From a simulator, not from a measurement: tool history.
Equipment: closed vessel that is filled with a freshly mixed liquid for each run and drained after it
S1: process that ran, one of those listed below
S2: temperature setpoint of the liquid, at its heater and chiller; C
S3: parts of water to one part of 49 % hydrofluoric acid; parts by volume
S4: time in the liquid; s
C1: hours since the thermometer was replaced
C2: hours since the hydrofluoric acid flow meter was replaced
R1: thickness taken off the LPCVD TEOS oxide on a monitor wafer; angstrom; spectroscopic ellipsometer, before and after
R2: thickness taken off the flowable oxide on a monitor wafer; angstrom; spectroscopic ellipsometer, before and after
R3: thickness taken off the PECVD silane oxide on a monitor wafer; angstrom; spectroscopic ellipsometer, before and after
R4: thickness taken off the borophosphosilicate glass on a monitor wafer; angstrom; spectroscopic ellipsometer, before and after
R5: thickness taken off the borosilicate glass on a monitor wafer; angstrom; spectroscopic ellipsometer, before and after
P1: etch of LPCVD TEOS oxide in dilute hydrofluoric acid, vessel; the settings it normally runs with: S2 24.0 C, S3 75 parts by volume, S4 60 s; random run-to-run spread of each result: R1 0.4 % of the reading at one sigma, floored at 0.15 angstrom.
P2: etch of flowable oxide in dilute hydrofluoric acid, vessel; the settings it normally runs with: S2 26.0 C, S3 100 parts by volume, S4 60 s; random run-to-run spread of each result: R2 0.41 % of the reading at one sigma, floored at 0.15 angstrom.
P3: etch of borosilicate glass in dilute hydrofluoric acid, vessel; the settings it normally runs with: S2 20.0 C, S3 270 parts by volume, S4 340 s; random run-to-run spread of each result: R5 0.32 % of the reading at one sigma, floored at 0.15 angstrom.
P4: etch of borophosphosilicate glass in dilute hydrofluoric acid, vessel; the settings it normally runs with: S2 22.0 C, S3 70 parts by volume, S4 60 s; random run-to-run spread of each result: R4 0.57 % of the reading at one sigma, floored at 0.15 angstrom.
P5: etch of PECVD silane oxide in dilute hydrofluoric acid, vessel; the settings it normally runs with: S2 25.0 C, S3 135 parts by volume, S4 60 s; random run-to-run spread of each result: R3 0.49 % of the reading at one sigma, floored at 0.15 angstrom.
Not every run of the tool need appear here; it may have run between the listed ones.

run,hour,S1,S2,S3,S4,C1,C2,R1,R2,R3,R4,R5
1,9.7,P1,24.0,75,60,2100.8,745.6,269.66,,,,
2,16.4,P1,24.0,75,30,2107.5,752.3,134.81,,,,
3,25.7,P2,26.0,145,60,2116.8,761.6,,128.38,,,
4,37.2,P1,24.0,120,90,2128.3,773.1,240.53,,,,
5,48.5,P5,25.0,135,60,2139.6,784.4,,,226.22,,
6,56.4,P1,24.0,40,60,2147.5,792.3,533.48,,,,
7,68.1,P4,22.0,70,60,2159.2,804.0,,,,390.31,
8,77.0,P3,20.0,270,340,2168.1,812.9,,,,,317.90
9,85.7,P5,32.5,135,60,2176.8,821.6,,,297.99,,
10,97.6,P2,26.0,100,60,2188.7,833.5,,198.67,,,
11,109.3,P1,24.0,75,60,2200.4,845.2,272.66,,,,
12,121.0,P2,18.0,100,60,2212.1,856.9,,142.60,,,
13,130.2,P3,23.5,270,340,2221.3,866.1,,,,,362.55
14,137.5,P4,27.5,70,60,2228.6,873.4,,,,491.84,
15,143.6,P5,25.0,135,90,2234.7,879.5,,,337.03,,
16,150.4,P1,24.0,75,60,2241.5,886.3,270.22,,,,
17,160.1,P3,20.0,490,340,2251.2,896.0,,,,,147.04
18,168.3,P1,24.0,75,60,2259.4,904.2,270.67,,,,
19,173.8,P5,25.0,135,60,2264.9,909.7,,,225.22,,
20,185.2,P1,30.5,75,60,2276.3,921.1,348.13,,,,
21,194.5,P1,24.0,75,60,2285.6,930.4,272.85,,,,
22,200.9,P1,24.0,75,60,2292.0,936.8,270.59,,,,
23,208.7,P3,20.0,270,340,2299.8,944.6,,,,,319.92
24,214.7,P1,24.0,120,60,2305.8,950.6,159.45,,,,
25,225.1,P2,26.0,100,120,2316.2,961.0,,397.09,,,
26,236.3,P1,20.0,75,60,2327.4,972.2,229.95,,,,
27,244.5,P4,22.0,70,60,2335.6,980.4,,,,395.40,
28,252.9,P4,22.0,20,60,2344.0,988.8,,,,1459.00,
29,261.8,P1,24.0,75,100,2352.9,997.7,452.31,,,,
30,272.6,P2,26.0,100,60,2363.7,1008.5,,198.03,,,
31,283.7,P5,25.0,35,60,2374.8,1019.6,,,993.83,,
32,292.1,P3,20.0,270,625,2383.2,1028.0,,,,,587.33
33,299.0,P4,22.0,70,115,2390.1,1034.9,,,,751.75,
34,310.7,P1,24.0,20,100,2401.8,1046.6,1832.10,,,,
35,318.7,P1,24.0,75,60,2409.8,1054.6,272.01,,,,
36,325.3,P1,24.0,75,60,2416.4,1061.2,272.53,,,,
37,334.9,P1,24.0,75,60,2426.0,1070.8,263.92,,,,
38,344.2,P1,24.0,75,60,2435.3,1080.1,258.98,,,,
39,351.1,P1,24.0,75,60,2442.2,1087.0,255.82,,,,
40,361.6,P1,24.0,75,60,2452.7,1097.5,255.24,,,,
41,373.7,P1,24.0,75,60,2464.8,1109.6,254.52,,,,
42,381.4,P1,24.0,75,60,2472.5,1117.3,252.81,,,,
43,389.5,P1,24.0,75,60,2480.6,1125.4,252.83,,,,
44,396.9,P1,24.0,75,60,2488.0,1132.8,253.12,,,,
45,408.4,P1,24.0,75,60,2499.5,1144.3,251.72,,,,

Compared with where it was, what P1 gives has crept away. Each cause listed below fits the log as well as the rest, at the size given for it:
A: hydrofluoric acid flow below the setpoint (%) = 6.36
B: liquid colder than its thermometer reads (K) = 1.78
The onset of the drift is placed at about hour 325.3.

Each of the 4 check runs below uses one wafer; its results are left as question marks. Which run tells the causes apart?
check 1,419.9,P5,25.0,45,60,,,,,?,,
check 2,419.9,P2,26.0,130,110,,,,?,,,
check 3,419.9,P3,20.0,485,480,,,,,,,?
check 4,419.9,P4,22.0,20,60,,,,,,?,

Predicted outcomes, by check and by cause:
check,result,if A,if B
check 1,R3,707.77,705.29
check 2,R2,249.18,251.24
check 3,R5,191.24,197.27
check 4,R4,1368.90,1356.40
Separation of the two closest causes in each check, using whichever result separates them best: check 1 0.35 %; check 2 0.82 %; check 3 3.1 %; check 4 0.92 %
Check 3 tells the causes apart: in the others they would give nearly the same result.

Check 3 was then run and gave: R5 190.66 angstrom. Which cause is it?

It is A: hydrofluoric acid flow below the setpoint (%).
